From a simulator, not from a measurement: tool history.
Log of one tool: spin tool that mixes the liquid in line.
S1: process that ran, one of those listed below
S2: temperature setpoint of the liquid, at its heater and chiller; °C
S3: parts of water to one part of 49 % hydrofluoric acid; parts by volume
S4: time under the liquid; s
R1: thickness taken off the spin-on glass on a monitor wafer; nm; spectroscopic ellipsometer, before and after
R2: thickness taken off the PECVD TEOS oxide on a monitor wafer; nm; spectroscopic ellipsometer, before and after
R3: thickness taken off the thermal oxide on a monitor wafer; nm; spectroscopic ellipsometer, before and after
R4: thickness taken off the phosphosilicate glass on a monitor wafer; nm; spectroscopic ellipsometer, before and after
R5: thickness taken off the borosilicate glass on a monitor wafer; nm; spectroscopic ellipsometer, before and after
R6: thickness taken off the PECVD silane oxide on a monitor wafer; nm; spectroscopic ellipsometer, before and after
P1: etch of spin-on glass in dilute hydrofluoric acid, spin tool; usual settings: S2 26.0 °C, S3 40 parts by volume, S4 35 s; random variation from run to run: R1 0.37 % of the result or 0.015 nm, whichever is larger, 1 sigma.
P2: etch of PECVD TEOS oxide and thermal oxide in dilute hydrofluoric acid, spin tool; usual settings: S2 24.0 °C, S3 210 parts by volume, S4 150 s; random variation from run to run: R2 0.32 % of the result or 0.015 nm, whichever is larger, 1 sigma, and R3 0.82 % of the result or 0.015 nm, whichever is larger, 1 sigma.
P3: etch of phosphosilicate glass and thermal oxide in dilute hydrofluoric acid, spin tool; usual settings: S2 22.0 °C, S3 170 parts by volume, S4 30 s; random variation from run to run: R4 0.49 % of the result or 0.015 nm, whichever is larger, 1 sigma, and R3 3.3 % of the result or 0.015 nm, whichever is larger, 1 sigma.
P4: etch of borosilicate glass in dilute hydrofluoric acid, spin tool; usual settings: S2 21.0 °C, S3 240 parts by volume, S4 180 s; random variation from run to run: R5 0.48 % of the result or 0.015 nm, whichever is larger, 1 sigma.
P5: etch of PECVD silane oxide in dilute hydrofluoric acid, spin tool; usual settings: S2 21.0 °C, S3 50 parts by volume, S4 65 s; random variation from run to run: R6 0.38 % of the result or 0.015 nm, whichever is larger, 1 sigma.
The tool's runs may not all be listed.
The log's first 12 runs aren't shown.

run 13 hour=181.5 | S1=P1 S2=26.0 S3=55 S4=15 | R1=14.326
run 14 hour=197.8 | S1=P1 S2=26.0 S3=40 S4=35 | R1=47.301
run 15 hour=207.9 | S1=P3 S2=22.0 S3=105 S4=30 | R3=1.15120 R4=24.428
run 16 hour=226.7 | S1=P3 S2=22.0 S3=170 S4=15 | R3=0.38192 R4=7.002
run 17 hour=235.4 | S1=P1 S2=31.5 S3=40 S4=35 | R1=58.796
run 18 hour=247.0 | S1=P1 S2=26.0 S3=40 S4=35 | R1=47.203
run 19 hour=264.1 | S1=P2 S2=24.0 S3=75 S4=150 | R2=22.7750 R3=9.85640
run 20 hour=273.8 | S1=P5 S2=21.0 S3=50 S4=65 | R6=27.4720
run 21 hour=286.2 | S1=P5 S2=21.0 S3=50 S4=15 | R6=6.3624
run 22 hour=300.3 | S1=P1 S2=26.0 S3=60 S4=35 | R1=30.719
run 23 hour=318.1 | S1=P4 S2=21.0 S3=240 S4=180 | R5=11.5640

The next listed run, before its measurement:
run 24 hour=334.5 | S1=P3 S2=22.0 S3=170 S4=30 | R3=? R4=?

R3: 0.70949 nm
R4: 13.977 nm

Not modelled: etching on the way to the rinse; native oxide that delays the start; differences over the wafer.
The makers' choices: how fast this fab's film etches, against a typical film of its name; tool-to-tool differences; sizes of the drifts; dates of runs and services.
